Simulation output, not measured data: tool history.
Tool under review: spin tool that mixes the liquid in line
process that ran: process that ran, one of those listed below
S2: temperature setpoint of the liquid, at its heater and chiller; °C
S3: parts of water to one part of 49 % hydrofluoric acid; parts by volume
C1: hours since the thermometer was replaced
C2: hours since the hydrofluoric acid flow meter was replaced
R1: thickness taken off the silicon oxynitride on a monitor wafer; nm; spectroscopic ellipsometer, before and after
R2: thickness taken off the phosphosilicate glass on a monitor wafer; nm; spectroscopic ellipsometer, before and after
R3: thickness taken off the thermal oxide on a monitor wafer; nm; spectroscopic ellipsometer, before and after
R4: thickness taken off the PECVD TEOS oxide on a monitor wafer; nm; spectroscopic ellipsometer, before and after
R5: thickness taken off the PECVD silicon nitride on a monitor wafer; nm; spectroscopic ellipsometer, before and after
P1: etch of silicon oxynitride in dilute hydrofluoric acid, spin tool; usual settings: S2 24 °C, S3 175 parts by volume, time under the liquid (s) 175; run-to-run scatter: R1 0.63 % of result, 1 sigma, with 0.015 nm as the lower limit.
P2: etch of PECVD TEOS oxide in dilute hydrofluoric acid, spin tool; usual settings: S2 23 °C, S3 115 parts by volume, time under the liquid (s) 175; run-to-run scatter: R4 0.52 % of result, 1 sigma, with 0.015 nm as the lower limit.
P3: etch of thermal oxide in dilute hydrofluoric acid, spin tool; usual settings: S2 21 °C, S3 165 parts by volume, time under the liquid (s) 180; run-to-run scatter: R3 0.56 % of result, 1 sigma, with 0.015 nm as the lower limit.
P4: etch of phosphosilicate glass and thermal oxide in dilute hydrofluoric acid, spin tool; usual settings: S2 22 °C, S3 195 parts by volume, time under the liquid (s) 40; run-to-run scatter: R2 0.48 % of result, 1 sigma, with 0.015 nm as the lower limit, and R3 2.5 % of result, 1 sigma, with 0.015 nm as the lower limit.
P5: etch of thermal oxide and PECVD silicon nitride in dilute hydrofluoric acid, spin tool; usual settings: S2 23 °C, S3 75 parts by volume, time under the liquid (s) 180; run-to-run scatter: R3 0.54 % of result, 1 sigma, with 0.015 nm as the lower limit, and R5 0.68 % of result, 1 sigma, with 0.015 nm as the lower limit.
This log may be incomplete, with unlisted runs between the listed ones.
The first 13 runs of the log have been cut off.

Run 14, hour 186.2: process that ran P1, S2 24 °C, S3 255 parts by volume, time under the liquid (s) 65; C1 807.9; C2 1069.1. Result: R1 0.94797 nm.
Run 15, hour 199.5: process that ran P1, S2 24 °C, S3 175 parts by volume, time under the liquid (s) 175; C1 821.2; C2 1082.4. Result: R1 4.0626 nm.
Run 16, hour 210: process that ran P5, S2 23 °C, S3 75 parts by volume, time under the liquid (s) 330; C1 831.7; C2 1092.9. Result: R3 21.485 nm, R5 7.1438 nm.
Run 17, hour 224: process that ran P5, S2 23 °C, S3 115 parts by volume, time under the liquid (s) 180; C1 845.7; C2 1106.9. Result: R3 7.2948 nm, R5 2.5491 nm.
Run 18, hour 236.9: process that ran P1, S2 24 °C, S3 175 parts by volume, time under the liquid (s) 15; C1 858.6; C2 1119.8. Result: R1 0.36775 nm.
Run 19, hour 245: process that ran P3, S2 17 °C, S3 165 parts by volume, time under the liquid (s) 180; C1 866.7; C2 1127.9. Result: R3 3.777 nm.
Run 20, hour 253.8: process that ran P1, S2 31 °C, S3 175 parts by volume, time under the liquid (s) 175; C1 875.5; C2 1136.7. Result: R1 5.508 nm.
Run 21, hour 264.8: process that ran P1, S2 28 °C, S3 255 parts by volume, time under the liquid (s) 175; C1 886.5; C2 1147.7. Result: R1 3.1057 nm.
Run 22, hour 278.4: process that ran P3, S2 21 °C, S3 165 parts by volume, time under the liquid (s) 335; C1 900.1; C2 1161.3. Result: R3 8.1925 nm.
Run 23, hour 287.8: process that ran P5, S2 17 °C, S3 75 parts by volume, time under the liquid (s) 180; C1 909.5; C2 1170.7. Result: R3 9.1733 nm, R5 2.6057 nm.
Run 24, hour 303.2: process that ran P5, S2 23 °C, S3 75 parts by volume, time under the liquid (s) 180; C1 924.9; C2 1186.1. Result: R3 11.775 nm, R5 3.8881 nm.
Run 25, hour 315.3: process that ran P1, S2 24 °C, S3 85 parts by volume, time under the liquid (s) 175; C1 937; C2 1198.2. Result: R1 8.9227 nm.

Run 26 comes next. What will it give?
Run 26, hour 331.2: process that ran P3, S2 21 °C, S3 165 parts by volume, time under the liquid (s) 180; C1 952.9; C2 1214.1. Result: R3 ?.

{"run 26": {"R3": 4.3855}}
